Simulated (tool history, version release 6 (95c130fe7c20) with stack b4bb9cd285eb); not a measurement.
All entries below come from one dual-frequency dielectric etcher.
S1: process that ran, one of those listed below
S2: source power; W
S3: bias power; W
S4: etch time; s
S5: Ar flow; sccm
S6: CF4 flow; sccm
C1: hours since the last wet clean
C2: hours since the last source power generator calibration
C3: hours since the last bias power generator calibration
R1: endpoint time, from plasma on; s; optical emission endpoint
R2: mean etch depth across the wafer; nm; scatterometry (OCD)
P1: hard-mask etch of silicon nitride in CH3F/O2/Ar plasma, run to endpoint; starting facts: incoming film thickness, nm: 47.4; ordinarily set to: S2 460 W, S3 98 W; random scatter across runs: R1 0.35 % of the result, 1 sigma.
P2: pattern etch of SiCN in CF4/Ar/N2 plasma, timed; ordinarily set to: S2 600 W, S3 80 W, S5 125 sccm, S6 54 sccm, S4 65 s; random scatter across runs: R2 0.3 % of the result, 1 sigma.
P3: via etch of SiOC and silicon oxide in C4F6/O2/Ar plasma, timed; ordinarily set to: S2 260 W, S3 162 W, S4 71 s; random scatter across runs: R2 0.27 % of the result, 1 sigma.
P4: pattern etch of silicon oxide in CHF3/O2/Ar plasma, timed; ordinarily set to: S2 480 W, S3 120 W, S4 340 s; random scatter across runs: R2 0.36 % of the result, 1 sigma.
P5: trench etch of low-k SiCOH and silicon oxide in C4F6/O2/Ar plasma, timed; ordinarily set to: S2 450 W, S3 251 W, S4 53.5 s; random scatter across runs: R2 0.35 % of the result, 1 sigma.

Run 1, hour 11.5: S1 P1, S2 460 W, S3 98 W; C1 259.4; C2 453.8; C3 3162.9. Result: R1 56.695 s.
Run 2, hour 21.8: S1 P3, S2 350 W, S3 162 W, S4 71 s; C1 269.7; C2 464.1; C3 3173.2. Result: R2 73.346 nm.
Run 3, hour 29: S1 P4, S2 480 W, S3 149 W, S4 340 s; C1 276.9; C2 471.3; C3 3180.4. Result: R2 600.3 nm.
Run 4, hour 35.2: S1 P1, S2 310 W, S3 67 W; C1 283.1; C2 477.5; C3 3186.6. Result: R1 75.568 s.
Run 5, hour 41.9: S1 P1, S2 460 W, S3 59 W; C1 289.8; C2 484.2; C3 3193.3. Result: R1 67.686 s.
Run 6, hour 53.2: S1 P4, S2 480 W, S3 120 W, S4 340 s; C1 301.1; C2 495.5; C3 3204.6. Result: R2 554.06 nm.
Run 7, hour 62.7: S1 P2, S2 450 W, S3 80 W, S4 65 s, S5 125 sccm, S6 54 sccm; C1 310.6; C2 505; C3 3214.1. Result: R2 52.413 nm.
Run 8, hour 73.2: S1 P5, S2 450 W, S3 251 W, S4 53.5 s; C1 321.1; C2 515.5; C3 3224.6. Result: R2 207.12 nm.
Run 9, hour 81.9: S1 P4, S2 480 W, S3 120 W, S4 340 s; C1 329.8; C2 524.2; C3 3233.3. Result: R2 553.54 nm.
Run 10, hour 91.5: S1 P1, S2 460 W, S3 98 W; C1 339.4; C2 533.8; C3 3242.9. Result: R1 56.596 s.
Run 11, hour 97.5: S1 P1, S2 460 W, S3 116 W; C1 345.4; C2 539.8; C3 3248.9. Result: R1 53.56 s.
Run 12, hour 106.7: S1 P3, S2 260 W, S3 162 W, S4 48.5 s; C1 354.6; C2 549; C3 3258.1. Result: R2 44.828 nm.
Run 13, hour 117.5: S1 P2, S2 600 W, S3 50 W, S4 65 s, S5 125 sccm, S6 54 sccm; C1 365.4; C2 559.8; C3 3268.9. Result: R2 57.038 nm.
Run 14, hour 126.5: S1 P2, S2 600 W, S3 80 W, S4 65 s, S5 125 sccm, S6 54 sccm; C1 374.4; C2 568.8; C3 3277.9. Result: R2 67.717 nm.
Run 15, hour 132.4: S1 P5, S2 580 W, S3 251 W, S4 53.5 s; C1 380.3; C2 574.7; C3 3283.8. Result: R2 229.93 nm.
Run 16, hour 139.5: S1 P4, S2 480 W, S3 120 W, S4 211.5 s; C1 387.4; C2 581.8; C3 3290.9. Result: R2 347.7 nm.
Run 17, hour 147.9: S1 P5, S2 450 W, S3 251 W, S4 29.5 s; C1 395.8; C2 590.2; C3 3299.3. Result: R2 114.75 nm.
Run 18, hour 158.2: S1 P3, S2 260 W, S3 220 W, S4 71 s; C1 406.1; C2 600.5; C3 3309.6. Result: R2 72.322 nm.
Run 19, hour 168.5: S1 P2, S2 600 W, S3 80 W, S4 65 s, S5 125 sccm, S6 69 sccm; C1 416.4; C2 610.8; C3 3319.9. Result: R2 69.763 nm.
At hour 172.1: wet clean of the chamber.
Run 20, hour 176.6: S1 P1, S2 570 W, S3 98 W; C1 4.5; C2 618.9; C3 3328. Result: R1 52.222 s.
Run 21, hour 187.5: S1 P3, S2 260 W, S3 162 W, S4 71 s; C1 15.4; C2 629.8; C3 3338.9. Result: R2 65.237 nm.
Run 22, hour 194.9: S1 P1, S2 460 W, S3 98 W; C1 22.8; C2 637.2; C3 3346.3. Result: R1 56.885 s.
Run 23, hour 203.8: S1 P1, S2 300 W, S3 98 W; C1 31.7; C2 646.1; C3 3355.2. Result: R1 66.938 s.
Run 24, hour 210: S1 P1, S2 320 W, S3 82 W; C1 37.9; C2 652.3; C3 3361.4. Result: R1 69.15 s.
Run 25, hour 218.6: S1 P3, S2 260 W, S3 162 W, S4 71 s; C1 46.5; C2 660.9; C3 3370. Result: R2 65.439 nm.
Run 26, hour 225: S1 P2, S2 600 W, S3 80 W, S4 65 s, S5 87 sccm, S6 54 sccm; C1 52.9; C2 667.3; C3 3376.4. Result: R2 71.411 nm.
Run 27, hour 234.7: S1 P5, S2 450 W, S3 308 W, S4 53.5 s; C1 62.6; C2 677; C3 3386.1. Result: R2 221.92 nm.
Run 28, hour 243.3: S1 P1, S2 650 W, S3 66 W; C1 71.2; C2 685.6; C3 3394.7. Result: R1 57.088 s.
Run 29, hour 252: S1 P4, S2 610 W, S3 120 W, S4 340 s; C1 79.9; C2 694.3; C3 3403.4. Result: R2 609.76 nm.
Run 30, hour 264.2: S1 P1, S2 460 W, S3 98 W; C1 92.1; C2 706.5; C3 3415.6. Result: R1 56.754 s.
Run 31, hour 270.3: S1 P2, S2 600 W, S3 80 W, S4 93.5 s, S5 125 sccm, S6 54 sccm; C1 98.2; C2 712.6; C3 3421.7. Result: R2 96.802 nm.
Run 32, hour 279.7: S1 P2, S2 600 W, S3 80 W, S4 65 s, S5 125 sccm, S6 54 sccm; C1 107.6; C2 722; C3 3431.1. Result: R2 67.316 nm.
Run 33, hour 286: S1 P1, S2 460 W, S3 98 W; C1 113.9; C2 728.3; C3 3437.4. Result: R1 56.921 s.
Run 34, hour 292.9: S1 P1, S2 460 W, S3 98 W; C1 120.8; C2 735.2; C3 3444.3. Result: R1 56.155 s.
Run 35, hour 299.1: S1 P1, S2 460 W, S3 98 W; C1 127; C2 741.4; C3 3450.5. Result: R1 56.289 s.
Run 36, hour 311.2: S1 P1, S2 460 W, S3 98 W; C1 139.1; C2 753.5; C3 3462.6. Result: R1 55.696 s.
Run 37, hour 318.2: S1 P1, S2 460 W, S3 98 W; C1 146.1; C2 760.5; C3 3469.6. Result: R1 56.137 s.
Run 38, hour 324.3: S1 P1, S2 460 W, S3 98 W; C1 152.2; C2 766.6; C3 3475.7. Result: R1 55.759 s.
Run 39, hour 332.4: S1 P1, S2 460 W, S3 98 W; C1 160.3; C2 774.7; C3 3483.8. Result: R1 55.641 s.
At hour 338.9: wet clean of the chamber.
Run 40, hour 340.5: S1 P1, S2 460 W, S3 98 W; C1 1.6; C2 782.8; C3 3491.9. Result: R1 55.686 s.
Run 41, hour 349.1: S1 P1, S2 460 W, S3 98 W; C1 10.2; C2 791.4; C3 3500.5. Result: R1 56.043 s.
Run 42, hour 361.1: S1 P1, S2 460 W, S3 98 W; C1 22.2; C2 803.4; C3 3512.5. Result: R1 55.739 s.

Compared with where it was, what P1 gives has crept away. Each cause listed below fits the log as well as the rest, at the size given for it:
A: source power that arrives over what is set, % = 4.75
B: bias power that arrives over what is set, % = 4.88
Onset of the creep was near hour 292.9.
Why every other cause is out:
chamber walls in a state that raises the etch rate, %: was serviced at hour 338.9, once the creep was under way, yet the earlier output never came back

Consider the 4 single-wafer check runs listed below, results given as question marks: which one distinguishes between the causes by giving clearly different results for each?
Run check 1, hour 373.1: S1 P4, S2 480 W, S3 120 W, S4 340 s. Result: R2 ?.
Run check 2, hour 373.1: S1 P3, S2 260 W, S3 162 W, S4 71 s. Result: R2 ?.
Run check 3, hour 373.1: S1 P5, S2 450 W, S3 251 W, S4 53.5 s. Result: R2 ?.
Run check 4, hour 373.1: S1 P2, S2 600 W, S3 80 W, S4 65 s, S5 125 sccm, S6 54 sccm. Result: R2 ?.

What each check would give under each cause:
  check  result    if A    if B
check 1      R2  567.91  566.14
check 2      R2  66.478   66.32
check 3      R2  211.48  211.11
check 4      R2  70.269  68.713
Distance between the nearest two causes, measured in the result of the check that separates them most: check 1 0.31 %; check 2 0.24 %; check 3 0.17 %; check 4 2.24 %
Check 4 distinguishes between the causes, while the remaining checks would return nearly the same result for all of them.

The results of check 4 are: R2 70.159 nm. Based on these, which of the listed causes is it?

The cause is A: source power that arrives over what is set, %.
